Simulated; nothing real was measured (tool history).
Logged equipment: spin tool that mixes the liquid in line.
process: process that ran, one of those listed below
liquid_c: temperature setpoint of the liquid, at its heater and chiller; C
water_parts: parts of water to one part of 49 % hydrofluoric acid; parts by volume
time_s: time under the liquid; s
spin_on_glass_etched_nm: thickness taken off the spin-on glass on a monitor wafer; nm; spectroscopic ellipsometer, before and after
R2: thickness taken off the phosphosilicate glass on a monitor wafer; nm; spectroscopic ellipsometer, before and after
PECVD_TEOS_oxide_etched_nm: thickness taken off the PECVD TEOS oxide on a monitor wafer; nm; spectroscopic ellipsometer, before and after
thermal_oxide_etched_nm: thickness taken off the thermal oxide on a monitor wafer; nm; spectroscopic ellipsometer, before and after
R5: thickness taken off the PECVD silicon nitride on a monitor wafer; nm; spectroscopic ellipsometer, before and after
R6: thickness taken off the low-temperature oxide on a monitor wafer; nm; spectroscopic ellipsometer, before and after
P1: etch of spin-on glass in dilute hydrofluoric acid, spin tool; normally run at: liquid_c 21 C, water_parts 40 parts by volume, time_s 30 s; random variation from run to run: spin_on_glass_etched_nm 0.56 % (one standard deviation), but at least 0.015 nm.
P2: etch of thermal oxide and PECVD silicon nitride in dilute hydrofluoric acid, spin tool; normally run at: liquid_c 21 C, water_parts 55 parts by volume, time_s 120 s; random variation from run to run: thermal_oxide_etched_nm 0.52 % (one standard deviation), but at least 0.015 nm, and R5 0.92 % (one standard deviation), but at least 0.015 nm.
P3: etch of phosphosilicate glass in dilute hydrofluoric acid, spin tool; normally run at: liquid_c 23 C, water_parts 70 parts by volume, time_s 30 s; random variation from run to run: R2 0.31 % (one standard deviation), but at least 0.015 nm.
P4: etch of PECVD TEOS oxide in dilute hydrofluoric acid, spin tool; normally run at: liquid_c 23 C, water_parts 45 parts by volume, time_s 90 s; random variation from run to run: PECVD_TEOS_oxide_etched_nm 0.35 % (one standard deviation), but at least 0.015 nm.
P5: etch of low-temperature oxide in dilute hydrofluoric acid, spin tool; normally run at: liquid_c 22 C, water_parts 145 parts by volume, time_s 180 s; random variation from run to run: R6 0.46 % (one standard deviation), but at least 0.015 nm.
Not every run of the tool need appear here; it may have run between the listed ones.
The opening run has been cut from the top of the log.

Run 2, hour 14.8: process P1, liquid_c 21 C, water_parts 40 parts by volume, time_s 30 s. Result: spin_on_glass_etched_nm 18.91 nm.
Run 3, hour 21.6: process P3, liquid_c 23 C, water_parts 70 parts by volume, time_s 15 s. Result: R2 17.21 nm.
Run 4, hour 28.5: process P4, liquid_c 18.5 C, water_parts 45 parts by volume, time_s 90 s. Result: PECVD_TEOS_oxide_etched_nm 14.732 nm.
Run 5, hour 33.6: process P1, liquid_c 21 C, water_parts 40 parts by volume, time_s 30 s. Result: spin_on_glass_etched_nm 19.076 nm.
Run 6, hour 37.9: process P2, liquid_c 21 C, water_parts 80 parts by volume, time_s 120 s. Result: thermal_oxide_etched_nm 6.014 nm, R5 2.0866 nm.
Run 7, hour 46.3: process P1, liquid_c 21 C, water_parts 70 parts by volume, time_s 15 s. Result: spin_on_glass_etched_nm 5.1817 nm.
Run 8, hour 51: process P1, liquid_c 21 C, water_parts 40 parts by volume, time_s 30 s. Result: spin_on_glass_etched_nm 18.929 nm.
Run 9, hour 58.1: process P3, liquid_c 23 C, water_parts 105 parts by volume, time_s 30 s. Result: R2 21.851 nm.
Run 10, hour 62.7: process P4, liquid_c 23 C, water_parts 20 parts by volume, time_s 90 s. Result: PECVD_TEOS_oxide_etched_nm 41.45 nm.
Run 11, hour 68: process P2, liquid_c 21 C, water_parts 55 parts by volume, time_s 120 s. Result: thermal_oxide_etched_nm 8.9754 nm, R5 2.9701 nm.
Run 12, hour 75.3: process P5, liquid_c 22 C, water_parts 145 parts by volume, time_s 180 s. Result: R6 11.902 nm.
Run 13, hour 80: process P5, liquid_c 22 C, water_parts 30 parts by volume, time_s 180 s. Result: R6 65.531 nm.
Run 14, hour 86.9: process P3, liquid_c 23 C, water_parts 70 parts by volume, time_s 30 s. Result: R2 34.267 nm.
Run 15, hour 90.8: process P1, liquid_c 17 C, water_parts 40 parts by volume, time_s 30 s. Result: spin_on_glass_etched_nm 16.033 nm.
Run 16, hour 97.9: process P1, liquid_c 21 C, water_parts 20 parts by volume, time_s 30 s. Result: spin_on_glass_etched_nm 38.591 nm.
Run 17, hour 104.5: process P2, liquid_c 21 C, water_parts 55 parts by volume, time_s 205 s. Result: thermal_oxide_etched_nm 15.288 nm, R5 5.1314 nm.
Run 18, hour 110.8: process P3, liquid_c 17 C, water_parts 70 parts by volume, time_s 30 s. Result: R2 26.589 nm.
Run 19, hour 118.8: process P4, liquid_c 23 C, water_parts 45 parts by volume, time_s 20 s. Result: PECVD_TEOS_oxide_etched_nm 3.9533 nm.
Run 20, hour 124.9: process P5, liquid_c 22 C, water_parts 145 parts by volume, time_s 180 s. Result: R6 11.921 nm.
Run 21, hour 129.2: process P4, liquid_c 23 C, water_parts 45 parts by volume, time_s 90 s. Result: PECVD_TEOS_oxide_etched_nm 17.889 nm.
Run 22, hour 134.5: process P5, liquid_c 22 C, water_parts 145 parts by volume, time_s 95 s. Result: R6 6.3248 nm.

Predict the results of run 23:
Run 23, hour 139: process P1, liquid_c 21 C, water_parts 40 parts by volume, time_s 65 s. Result: spin_on_glass_etched_nm ?.

spin_on_glass_etched_nm: 40.763 nm
